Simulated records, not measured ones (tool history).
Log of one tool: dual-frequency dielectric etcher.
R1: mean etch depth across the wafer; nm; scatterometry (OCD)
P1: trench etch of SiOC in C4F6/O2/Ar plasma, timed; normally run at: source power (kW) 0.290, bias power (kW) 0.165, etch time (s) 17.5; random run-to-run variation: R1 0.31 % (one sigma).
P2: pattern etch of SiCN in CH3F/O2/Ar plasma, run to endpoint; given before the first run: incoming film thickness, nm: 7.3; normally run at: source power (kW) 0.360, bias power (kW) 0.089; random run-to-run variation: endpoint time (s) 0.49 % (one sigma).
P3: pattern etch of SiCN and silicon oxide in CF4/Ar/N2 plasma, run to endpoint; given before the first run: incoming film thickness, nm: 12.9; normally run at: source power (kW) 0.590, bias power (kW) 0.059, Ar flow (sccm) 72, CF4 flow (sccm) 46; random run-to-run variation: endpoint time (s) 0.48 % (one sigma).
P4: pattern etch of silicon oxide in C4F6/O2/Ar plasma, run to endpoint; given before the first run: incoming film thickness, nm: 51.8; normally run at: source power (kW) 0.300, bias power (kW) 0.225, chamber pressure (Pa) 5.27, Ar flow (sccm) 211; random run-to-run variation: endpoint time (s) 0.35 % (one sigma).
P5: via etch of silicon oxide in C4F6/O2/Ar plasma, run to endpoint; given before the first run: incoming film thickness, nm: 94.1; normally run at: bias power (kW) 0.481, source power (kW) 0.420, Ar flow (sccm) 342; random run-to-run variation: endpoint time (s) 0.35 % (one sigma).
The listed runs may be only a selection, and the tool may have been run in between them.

{"run": 1, "day": 0.238, "process that ran": "P1", "source power (kW)": 0.29, "bias power (kW)": 0.165, "etch time (s)": 17.5, "R1": 30.61}
{"run": 2, "day": 0.483, "process that ran": "P3", "source power (kW)": 0.37, "bias power (kW)": 0.059, "Ar flow (sccm)": 72, "CF4 flow (sccm)": 46, "endpoint time (s)": 19.828}
{"run": 3, "day": 0.7, "process that ran": "P1", "source power (kW)": 0.29, "bias power (kW)": 0.165, "etch time (s)": 9.5, "R1": 16.529}
{"run": 4, "day": 0.912, "process that ran": "P3", "source power (kW)": 0.59, "bias power (kW)": 0.059, "Ar flow (sccm)": 50, "CF4 flow (sccm)": 46, "endpoint time (s)": 12.337}
{"run": 5, "day": 1.158, "process that ran": "P5", "source power (kW)": 0.34, "bias power (kW)": 0.481, "Ar flow (sccm)": 342, "endpoint time (s)": 22.845}
{"run": 6, "day": 1.383, "process that ran": "P4", "source power (kW)": 0.3, "bias power (kW)": 0.225, "Ar flow (sccm)": 145, "chamber pressure (Pa)": 5.27, "endpoint time (s)": 16.101}
{"run": 7, "day": 1.508, "process that ran": "P4", "source power (kW)": 0.17, "bias power (kW)": 0.225, "Ar flow (sccm)": 211, "chamber pressure (Pa)": 5.27, "endpoint time (s)": 20.699}
{"run": 8, "day": 1.742, "process that ran": "P2", "source power (kW)": 0.24, "bias power (kW)": 0.089, "endpoint time (s)": 21.905}
{"run": 9, "day": 1.904, "process that ran": "P3", "source power (kW)": 0.59, "bias power (kW)": 0.059, "Ar flow (sccm)": 72, "CF4 flow (sccm)": 46, "endpoint time (s)": 13.117}
{"run": 10, "day": 2.108, "process that ran": "P2", "source power (kW)": 0.36, "bias power (kW)": 0.089, "endpoint time (s)": 18.9}
{"run": 11, "day": 2.25, "process that ran": "P1", "source power (kW)": 0.22, "bias power (kW)": 0.165, "etch time (s)": 17.5, "R1": 27.671}
{"run": 12, "day": 2.5, "process that ran": "P1", "source power (kW)": 0.2, "bias power (kW)": 0.165, "etch time (s)": 23.0, "R1": 34.751}
{"run": 13, "day": 2.7, "process that ran": "P1", "source power (kW)": 0.35, "bias power (kW)": 0.108, "etch time (s)": 17.5, "R1": 29.107}
{"run": 14, "day": 2.846, "process that ran": "P1", "source power (kW)": 0.29, "bias power (kW)": 0.204, "etch time (s)": 17.5, "R1": 32.82}
{"run": 15, "day": 2.996, "process that ran": "P1", "source power (kW)": 0.29, "bias power (kW)": 0.165, "etch time (s)": 24.5, "R1": 43.038}
{"run": 16, "day": 3.242, "process that ran": "P5", "source power (kW)": 0.42, "bias power (kW)": 0.677, "Ar flow (sccm)": 342, "endpoint time (s)": 18.62}
{"run": 17, "day": 3.354, "process that ran": "P4", "source power (kW)": 0.3, "bias power (kW)": 0.225, "Ar flow (sccm)": 211, "chamber pressure (Pa)": 5.27, "endpoint time (s)": 16.789}
{"day": 3.479, "done": "bias power generator calibrated"}
{"run": 18, "day": 3.525, "process that ran": "P4", "source power (kW)": 0.3, "bias power (kW)": 0.225, "Ar flow (sccm)": 211, "chamber pressure (Pa)": 4.0, "endpoint time (s)": 16.205}
{"run": 19, "day": 3.758, "process that ran": "P4", "source power (kW)": 0.3, "bias power (kW)": 0.275, "Ar flow (sccm)": 211, "chamber pressure (Pa)": 5.27, "endpoint time (s)": 15.734}
{"run": 20, "day": 3.992, "process that ran": "P2", "source power (kW)": 0.36, "bias power (kW)": 0.123, "endpoint time (s)": 16.614}
{"run": 21, "day": 4.233, "process that ran": "P3", "source power (kW)": 0.59, "bias power (kW)": 0.059, "Ar flow (sccm)": 72, "CF4 flow (sccm)": 64, "endpoint time (s)": 12.476}
{"run": 22, "day": 4.471, "process that ran": "P1", "source power (kW)": 0.29, "bias power (kW)": 0.165, "etch time (s)": 17.5, "R1": 30.656}
{"run": 23, "day": 4.733, "process that ran": "P1", "source power (kW)": 0.29, "bias power (kW)": 0.096, "etch time (s)": 17.5, "R1": 26.188}
{"day": 4.796, "done": "source power generator calibrated"}
{"run": 24, "day": 4.85, "process that ran": "P1", "source power (kW)": 0.29, "bias power (kW)": 0.165, "etch time (s)": 17.5, "R1": 30.722}
{"run": 25, "day": 5.112, "process that ran": "P5", "source power (kW)": 0.42, "bias power (kW)": 0.481, "Ar flow (sccm)": 342, "endpoint time (s)": 21.134}
{"run": 26, "day": 5.271, "process that ran": "P1", "source power (kW)": 0.38, "bias power (kW)": 0.165, "etch time (s)": 17.5, "R1": 34.018}
{"run": 27, "day": 5.475, "process that ran": "P1", "source power (kW)": 0.38, "bias power (kW)": 0.104, "etch time (s)": 17.5, "R1": 29.775}
{"run": 28, "day": 5.6, "process that ran": "P2", "source power (kW)": 0.36, "bias power (kW)": 0.089, "endpoint time (s)": 18.958}
{"run": 29, "day": 5.833, "process that ran": "P3", "source power (kW)": 0.59, "bias power (kW)": 0.044, "Ar flow (sccm)": 72, "CF4 flow (sccm)": 46, "endpoint time (s)": 14.441}
{"run": 30, "day": 6.038, "process that ran": "P5", "source power (kW)": 0.42, "bias power (kW)": 0.481, "Ar flow (sccm)": 223, "endpoint time (s)": 20.261}
{"run": 31, "day": 6.158, "process that ran": "P1", "source power (kW)": 0.29, "bias power (kW)": 0.165, "etch time (s)": 17.5, "R1": 30.85}
{"run": 32, "day": 6.346, "process that ran": "P5", "source power (kW)": 0.42, "bias power (kW)": 0.481, "Ar flow (sccm)": 342, "endpoint time (s)": 21.126}
{"run": 33, "day": 6.554, "process that ran": "P1", "source power (kW)": 0.29, "bias power (kW)": 0.165, "etch time (s)": 17.5, "R1": 30.528}
{"run": 34, "day": 6.775, "process that ran": "P1", "source power (kW)": 0.29, "bias power (kW)": 0.165, "etch time (s)": 17.5, "R1": 30.639}
{"run": 35, "day": 6.912, "process that ran": "P1", "source power (kW)": 0.29, "bias power (kW)": 0.165, "etch time (s)": 17.5, "R1": 30.38}
{"run": 36, "day": 7.079, "process that ran": "P1", "source power (kW)": 0.29, "bias power (kW)": 0.165, "etch time (s)": 17.5, "R1": 30.451}
{"run": 37, "day": 7.292, "process that ran": "P1", "source power (kW)": 0.29, "bias power (kW)": 0.165, "etch time (s)": 17.5, "R1": 30.17}
{"run": 38, "day": 7.467, "process that ran": "P1", "source power (kW)": 0.29, "bias power (kW)": 0.165, "etch time (s)": 17.5, "R1": 30.328}
{"run": 39, "day": 7.592, "process that ran": "P1", "source power (kW)": 0.29, "bias power (kW)": 0.165, "etch time (s)": 17.5, "R1": 30.166}
{"day": 7.729, "done": "wet clean of the chamber"}
{"run": 40, "day": 7.762, "process that ran": "P1", "source power (kW)": 0.29, "bias power (kW)": 0.165, "etch time (s)": 17.5, "R1": 30.113}
{"run": 41, "day": 7.954, "process that ran": "P1", "source power (kW)": 0.29, "bias power (kW)": 0.165, "etch time (s)": 17.5, "R1": 30.197}
{"run": 42, "day": 8.208, "process that ran": "P1", "source power (kW)": 0.29, "bias power (kW)": 0.165, "etch time (s)": 17.5, "R1": 30.227}

What P1 gives has crept away from where it was. These 2 causes fit the log equally well, each at the size given:
A: source power that arrives under what is set, % = 3.91
B: bias power that arrives under what is set, % = 4.78
The onset of the drift is placed at about day 6.775.
Other possible causes, and why each is ruled out:
chamber walls in a state that lowers the etch rate, %: its service at day 7.729 followed the start of the drift and did not put the process back to its old value

Consider the 4 check runs below, whose results appear as question marks and each of which averages 3 wafers. Which one distinguishes the causes, in that each cause would give it a clearly different result?
{"run": "check 1", "day": 8.462, "process that ran": "P3", "source power (kW)": 0.48, "bias power (kW)": 0.059, "Ar flow (sccm)": 72, "CF4 flow (sccm)": 63, "endpoint time (s)": "?"}
{"run": "check 2", "day": 8.462, "process that ran": "P2", "source power (kW)": 0.27, "bias power (kW)": 0.089, "endpoint time (s)": "?"}
{"run": "check 3", "day": 8.462, "process that ran": "P4", "source power (kW)": 0.23, "bias power (kW)": 0.225, "Ar flow (sccm)": 148, "chamber pressure (Pa)": 5.27, "endpoint time (s)": "?"}
{"run": "check 4", "day": 8.462, "process that ran": "P5", "source power (kW)": 0.42, "bias power (kW)": 0.668, "Ar flow (sccm)": 250, "endpoint time (s)": "?"}

What each check would give under each cause:
check=check_1 result=endpoint_time_(s) if_A=15.546 if_B=15.231
check=check_2 result=endpoint_time_(s) if_A=21.264 if_B=21.345
check=check_3 result=endpoint_time_(s) if_A=18.119 if_B=18.148
check=check_4 result=endpoint_time_(s) if_A=18.346 if_B=18.427
Per-check spread between the two closest causes, in the result where they differ most: check 1 2.05 %; check 2 0.38 %; check 3 0.16 %; check 4 0.44 %
Only check 1 tells the causes apart: in the others they would give nearly the same result.

Running check 1 produced the following: endpoint time (s) 15.518. Which one of the listed causes fits?

The cause is A: source power that arrives under what is set, %.
